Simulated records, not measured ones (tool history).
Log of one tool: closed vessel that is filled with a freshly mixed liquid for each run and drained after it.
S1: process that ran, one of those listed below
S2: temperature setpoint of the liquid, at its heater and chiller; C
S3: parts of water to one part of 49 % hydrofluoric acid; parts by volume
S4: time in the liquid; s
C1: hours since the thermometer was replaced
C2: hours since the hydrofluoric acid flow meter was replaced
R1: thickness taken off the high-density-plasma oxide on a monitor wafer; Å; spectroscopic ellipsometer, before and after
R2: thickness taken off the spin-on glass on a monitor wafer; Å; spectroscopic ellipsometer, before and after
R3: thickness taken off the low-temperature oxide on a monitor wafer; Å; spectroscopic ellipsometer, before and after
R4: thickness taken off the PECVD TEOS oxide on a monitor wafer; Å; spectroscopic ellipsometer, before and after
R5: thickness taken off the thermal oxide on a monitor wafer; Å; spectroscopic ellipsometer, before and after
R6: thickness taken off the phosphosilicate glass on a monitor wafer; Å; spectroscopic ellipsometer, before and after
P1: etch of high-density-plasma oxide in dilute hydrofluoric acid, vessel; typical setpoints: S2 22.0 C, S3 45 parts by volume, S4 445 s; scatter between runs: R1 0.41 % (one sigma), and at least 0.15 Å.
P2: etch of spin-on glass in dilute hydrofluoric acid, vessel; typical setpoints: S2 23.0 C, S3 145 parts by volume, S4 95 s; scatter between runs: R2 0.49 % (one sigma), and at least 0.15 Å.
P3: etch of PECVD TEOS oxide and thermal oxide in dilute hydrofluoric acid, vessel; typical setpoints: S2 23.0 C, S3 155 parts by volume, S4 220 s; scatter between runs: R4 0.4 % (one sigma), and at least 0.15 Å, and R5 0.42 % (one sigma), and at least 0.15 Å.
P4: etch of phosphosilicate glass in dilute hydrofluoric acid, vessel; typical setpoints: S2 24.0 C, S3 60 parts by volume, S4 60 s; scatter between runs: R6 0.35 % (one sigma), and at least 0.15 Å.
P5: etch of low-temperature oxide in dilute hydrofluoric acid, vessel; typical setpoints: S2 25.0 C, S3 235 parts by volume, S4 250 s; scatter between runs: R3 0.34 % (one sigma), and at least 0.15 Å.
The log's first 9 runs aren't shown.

run,day,S1,S2,S3,S4,C1,C2,R1,R2,R3,R4,R5,R6
10,2.625,P1,17.0,45,445,1481.5,672.0,474.46,,,,,
11,2.817,P3,23.0,155,85,1486.1,676.6,,,,125.22,24.197,
12,3.121,P1,22.0,45,445,1493.4,683.9,589.89,,,,,
13,3.367,P4,24.0,25,60,1499.3,689.8,,,,,,4277.30
14,3.704,P4,24.0,60,60,1507.4,697.9,,,,,,1706.70
15,3.883,P1,22.0,45,765,1511.7,702.2,1015.20,,,,,
16,4.125,P1,22.0,45,150,1517.5,708.0,199.73,,,,,
17,4.462,P2,23.0,145,180,1525.6,716.1,,381.85,,,,
18,4.625,P5,25.0,420,250,1529.5,720.0,,,161.73,,,
19,4.954,P3,23.0,280,220,1537.4,727.9,,,,157.07,30.394,
20,5.238,P2,30.5,145,95,1544.2,734.7,,269.52,,,,
21,5.442,P4,24.0,60,60,1549.1,739.6,,,,,,1707.80
22,5.658,P5,25.0,235,250,1554.3,744.8,,,342.81,,,
23,5.983,P3,23.0,155,220,1562.1,752.6,,,,323.31,63.149,
24,6.162,P4,24.0,60,30,1566.4,756.9,,,,,,856.34
25,6.471,P1,22.0,75,445,1573.8,764.3,341.10,,,,,
26,6.821,P4,17.0,60,60,1582.2,772.7,,,,,,1269.70
27,7.150,P5,19.5,235,250,1590.1,780.6,,,281.40,,,
28,7.400,P1,22.0,45,445,1596.1,786.6,591.54,,,,,
29,7.579,P1,27.0,45,100,1600.4,790.9,162.04,,,,,

What does the tool deliver on the next run?
30,7.758,P1,22.0,45,445,1604.7,795.2,?,,,,,

{"run 30": {"R1": 586.33}}
